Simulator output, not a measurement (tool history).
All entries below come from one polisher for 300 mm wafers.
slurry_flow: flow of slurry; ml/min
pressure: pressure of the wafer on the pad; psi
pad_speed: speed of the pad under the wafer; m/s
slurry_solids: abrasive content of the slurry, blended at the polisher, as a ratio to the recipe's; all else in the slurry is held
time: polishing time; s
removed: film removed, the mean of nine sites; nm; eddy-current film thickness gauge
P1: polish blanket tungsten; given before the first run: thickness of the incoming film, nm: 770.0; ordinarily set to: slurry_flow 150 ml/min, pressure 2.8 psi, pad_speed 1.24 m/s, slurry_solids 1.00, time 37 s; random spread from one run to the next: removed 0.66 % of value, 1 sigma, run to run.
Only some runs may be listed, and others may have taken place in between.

{"run": 1, "hour": 14.1, "slurry_flow": 150, "pressure": 2.8, "pad_speed": 1.24, "slurry_solids": 1.0, "time": 37, "removed": 181.13}
{"run": 2, "hour": 24.0, "slurry_flow": 210, "pressure": 1.6, "pad_speed": 1.24, "slurry_solids": 1.0, "time": 37, "removed": 107.62}
{"run": 3, "hour": 36.4, "slurry_flow": 150, "pressure": 2.8, "pad_speed": 1.24, "slurry_solids": 1.0, "time": 37, "removed": 177.33}
{"run": 4, "hour": 44.1, "slurry_flow": 150, "pressure": 2.8, "pad_speed": 1.24, "slurry_solids": 1.0, "time": 26, "removed": 125.21}
{"run": 5, "hour": 57.0, "slurry_flow": 150, "pressure": 2.8, "pad_speed": 1.24, "slurry_solids": 1.0, "time": 58, "removed": 278.78}
{"run": 6, "hour": 64.7, "slurry_flow": 150, "pressure": 2.8, "pad_speed": 1.24, "slurry_solids": 1.0, "time": 37, "removed": 180.22}
{"run": 7, "hour": 78.7, "slurry_flow": 90, "pressure": 2.8, "pad_speed": 1.24, "slurry_solids": 1.0, "time": 37, "removed": 159.75}
{"run": 8, "hour": 88.7, "slurry_flow": 150, "pressure": 2.8, "pad_speed": 1.24, "slurry_solids": 1.0, "time": 37, "removed": 179.61}
{"run": 9, "hour": 96.1, "slurry_flow": 150, "pressure": 1.5, "pad_speed": 1.24, "slurry_solids": 1.0, "time": 37, "removed": 96.473}
{"run": 10, "hour": 103.0, "slurry_flow": 235, "pressure": 2.8, "pad_speed": 1.24, "slurry_solids": 1.0, "time": 37, "removed": 190.55}
{"run": 11, "hour": 112.3, "slurry_flow": 150, "pressure": 4.2, "pad_speed": 1.24, "slurry_solids": 1.0, "time": 37, "removed": 268.72}
{"run": 12, "hour": 125.3, "slurry_flow": 150, "pressure": 2.8, "pad_speed": 0.92, "slurry_solids": 1.0, "time": 22, "removed": 78.738}
{"run": 13, "hour": 133.3, "slurry_flow": 150, "pressure": 2.8, "pad_speed": 1.24, "slurry_solids": 0.65, "time": 37, "removed": 162.1}
{"run": 14, "hour": 148.6, "slurry_flow": 150, "pressure": 2.8, "pad_speed": 1.24, "slurry_solids": 1.35, "time": 37, "removed": 195.05}
{"hour": 159.4, "done": "slurry tank refilled with fresh slurry and peroxide"}
{"run": 15, "hour": 161.4, "slurry_flow": 150, "pressure": 2.8, "pad_speed": 1.58, "slurry_solids": 1.0, "time": 37, "removed": 228.54}
{"run": 16, "hour": 171.4, "slurry_flow": 150, "pressure": 2.8, "pad_speed": 0.56, "slurry_solids": 1.0, "time": 37, "removed": 81.299}

What does the tool deliver on the next run?
{"run": 17, "hour": 179.6, "slurry_flow": 150, "pressure": 2.8, "pad_speed": 1.24, "slurry_solids": 1.0, "time": 37, "removed": "?"}

{"run 17": {"removed": 177.83}}
